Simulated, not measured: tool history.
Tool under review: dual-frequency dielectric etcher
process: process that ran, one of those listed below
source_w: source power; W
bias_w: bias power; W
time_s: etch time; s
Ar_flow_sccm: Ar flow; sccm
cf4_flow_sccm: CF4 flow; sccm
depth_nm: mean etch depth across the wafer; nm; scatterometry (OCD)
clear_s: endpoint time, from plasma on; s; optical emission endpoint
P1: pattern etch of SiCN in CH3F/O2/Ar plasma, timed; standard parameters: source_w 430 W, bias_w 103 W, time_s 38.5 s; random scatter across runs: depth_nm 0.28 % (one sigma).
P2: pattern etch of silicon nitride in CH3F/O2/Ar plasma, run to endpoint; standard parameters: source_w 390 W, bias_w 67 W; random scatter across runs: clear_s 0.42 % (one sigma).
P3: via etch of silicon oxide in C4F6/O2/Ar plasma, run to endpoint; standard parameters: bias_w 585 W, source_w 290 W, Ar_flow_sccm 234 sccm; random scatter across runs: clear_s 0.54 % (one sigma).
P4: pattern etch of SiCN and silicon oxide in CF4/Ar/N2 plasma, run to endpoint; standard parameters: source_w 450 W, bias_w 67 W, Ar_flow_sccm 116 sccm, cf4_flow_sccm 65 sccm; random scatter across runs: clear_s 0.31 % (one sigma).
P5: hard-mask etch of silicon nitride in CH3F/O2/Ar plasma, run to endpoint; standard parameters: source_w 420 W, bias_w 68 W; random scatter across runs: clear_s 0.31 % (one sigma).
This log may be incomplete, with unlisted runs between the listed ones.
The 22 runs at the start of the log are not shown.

| run | hour | process | source_w | bias_w | time_s | Ar_flow_sccm | cf4_flow_sccm | depth_nm | clear_s |
|---|---|---|---|---|---|---|---|---|---|
|  | 246.0 | bias power generator calibrated |
| 23 | 246.4 | P5 | 270 | 68 |  |  |  |  | 71.128 |
| 24 | 260.2 | P1 | 430 | 103 | 38.5 |  |  | 17.215 |  |
| 25 | 268.4 | P1 | 520 | 103 | 31.0 |  |  | 14.783 |  |
| 26 | 282.4 | P5 | 420 | 68 |  |  |  |  | 60.789 |
| 27 | 289.4 | P4 | 450 | 67 |  | 116 | 65 |  | 21.638 |
| 28 | 296.1 | P4 | 450 | 50 |  | 116 | 65 |  | 23.932 |
| 29 | 308.3 | P1 | 430 | 125 | 38.5 |  |  | 18.426 |  |
| 30 | 322.1 | P4 | 620 | 67 |  | 116 | 65 |  | 16.363 |
| 31 | 335.1 | P4 | 450 | 67 |  | 116 | 47 |  | 22.882 |
| 32 | 348.1 | P1 | 430 | 103 | 38.5 |  |  | 17.068 |  |
| 33 | 358.3 | P1 | 430 | 103 | 38.5 |  |  | 17.073 |  |
| 34 | 369.1 | P1 | 430 | 103 | 38.5 |  |  | 16.910 |  |
| 35 | 377.6 | P1 | 430 | 103 | 38.5 |  |  | 16.835 |  |
| 36 | 383.9 | P1 | 430 | 103 | 38.5 |  |  | 16.979 |  |

Expected results for the next run?
|  | 385.4 | wet clean of the chamber |
| 37 | 397.6 | P1 | 430 | 103 | 38.5 |  |  | ? |  |

Run 37 gave depth_nm 16.783 nm.
